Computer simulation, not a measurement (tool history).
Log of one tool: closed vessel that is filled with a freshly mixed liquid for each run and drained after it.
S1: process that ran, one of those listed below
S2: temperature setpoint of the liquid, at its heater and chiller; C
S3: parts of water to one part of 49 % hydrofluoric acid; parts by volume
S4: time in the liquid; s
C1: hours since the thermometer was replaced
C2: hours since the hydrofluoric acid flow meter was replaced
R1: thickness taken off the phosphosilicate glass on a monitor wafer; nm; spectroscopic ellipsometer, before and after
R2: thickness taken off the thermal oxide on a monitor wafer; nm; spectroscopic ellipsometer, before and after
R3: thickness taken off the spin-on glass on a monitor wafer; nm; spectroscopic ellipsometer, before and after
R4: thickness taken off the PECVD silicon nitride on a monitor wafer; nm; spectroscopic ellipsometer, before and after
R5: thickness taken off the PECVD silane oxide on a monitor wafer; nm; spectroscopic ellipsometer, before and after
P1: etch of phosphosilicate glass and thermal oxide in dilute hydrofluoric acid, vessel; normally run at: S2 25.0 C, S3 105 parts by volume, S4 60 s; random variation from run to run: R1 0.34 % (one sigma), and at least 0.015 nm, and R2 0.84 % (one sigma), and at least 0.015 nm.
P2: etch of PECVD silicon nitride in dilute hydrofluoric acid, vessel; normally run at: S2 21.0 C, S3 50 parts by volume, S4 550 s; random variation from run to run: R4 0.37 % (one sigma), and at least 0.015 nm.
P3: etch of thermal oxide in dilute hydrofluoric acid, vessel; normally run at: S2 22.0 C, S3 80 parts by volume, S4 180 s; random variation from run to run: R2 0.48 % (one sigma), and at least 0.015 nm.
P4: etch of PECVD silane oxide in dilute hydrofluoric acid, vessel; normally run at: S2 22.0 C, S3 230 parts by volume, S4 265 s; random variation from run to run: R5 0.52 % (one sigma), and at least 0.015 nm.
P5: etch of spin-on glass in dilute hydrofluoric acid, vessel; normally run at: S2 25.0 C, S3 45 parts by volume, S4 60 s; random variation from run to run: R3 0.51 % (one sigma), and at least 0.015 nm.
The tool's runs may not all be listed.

run,hour,S1,S2,S3,S4,C1,C2,R1,R2,R3,R4,R5
1,15.3,P1,25.0,105,60,980.0,757.8,74.211,2.6881,,,
2,29.3,P5,25.0,45,60,994.0,771.8,,,70.565,,
3,38.4,P2,21.0,25,550,1003.1,780.9,,,,56.092,
4,53.8,P5,31.0,45,60,1018.5,796.3,,,89.454,,
5,66.0,P1,25.0,60,60,1030.7,808.5,138.430,5.1176,,,
6,78.6,P5,25.0,45,30,1043.3,821.1,,,35.360,,
7,90.0,P1,25.0,105,60,1054.7,832.5,74.888,2.7044,,,
8,98.4,P5,25.0,45,60,1063.1,840.9,,,70.146,,
9,117.6,P1,25.0,105,60,1082.3,860.1,74.625,2.7449,,,
10,135.8,P1,25.0,155,60,1100.5,878.3,47.949,1.6931,,,
11,155.0,P4,17.0,230,265,1119.7,897.5,,,,,37.1570
12,167.1,P3,22.0,80,180,1131.8,909.6,,10.5700,,,
13,185.3,P4,22.0,230,265,1150.0,927.8,,,,,45.4720
14,194.4,P1,25.0,105,60,1159.1,936.9,74.682,2.7352,,,
15,203.1,P1,29.0,45,60,1167.8,945.6,221.380,8.0170,,,
16,211.8,P4,22.0,230,265,1176.5,954.3,,,,,44.6030
17,222.4,P3,22.0,80,55,1187.1,964.9,,3.2545,,,
# hour 223.4: hydrofluoric acid flow meter replaced
18,233.8,P2,21.0,50,550,1198.5,10.5,,,,28.645,
19,245.4,P2,17.0,50,550,1210.1,22.1,,,,21.566,
20,260.3,P4,22.0,230,30,1225.0,37.0,,,,,5.1178
21,279.5,P3,17.0,80,180,1244.2,56.2,,8.6704,,,
22,290.1,P1,25.0,105,90,1254.8,66.8,112.390,4.0712,,,
23,309.6,P1,25.0,105,60,1274.3,86.3,74.467,2.6889,,,
# hour 314.5: thermometer replaced
24,324.5,P2,21.0,50,245,10.1,101.2,,,,12.808,
25,343.9,P4,22.0,75,265,29.5,120.6,,,,,162.4800
26,363.0,P1,33.5,105,60,48.6,139.7,103.130,3.7883,,,
27,375.3,P1,25.0,105,60,60.9,152.0,74.588,2.7620,,,
28,388.3,P5,25.0,20,60,73.9,165.0,,,164.700,,
29,403.4,P3,22.0,115,180,89.0,180.1,,7.0975,,,
30,413.9,P1,17.5,105,60,99.5,190.6,55.075,1.9983,,,

Forecast run 31:
31,429.3,P1,25.0,105,30,114.9,206.0,?,?,,,

{"run 31": {"R1": 37.409, "R2": 1.3491}}
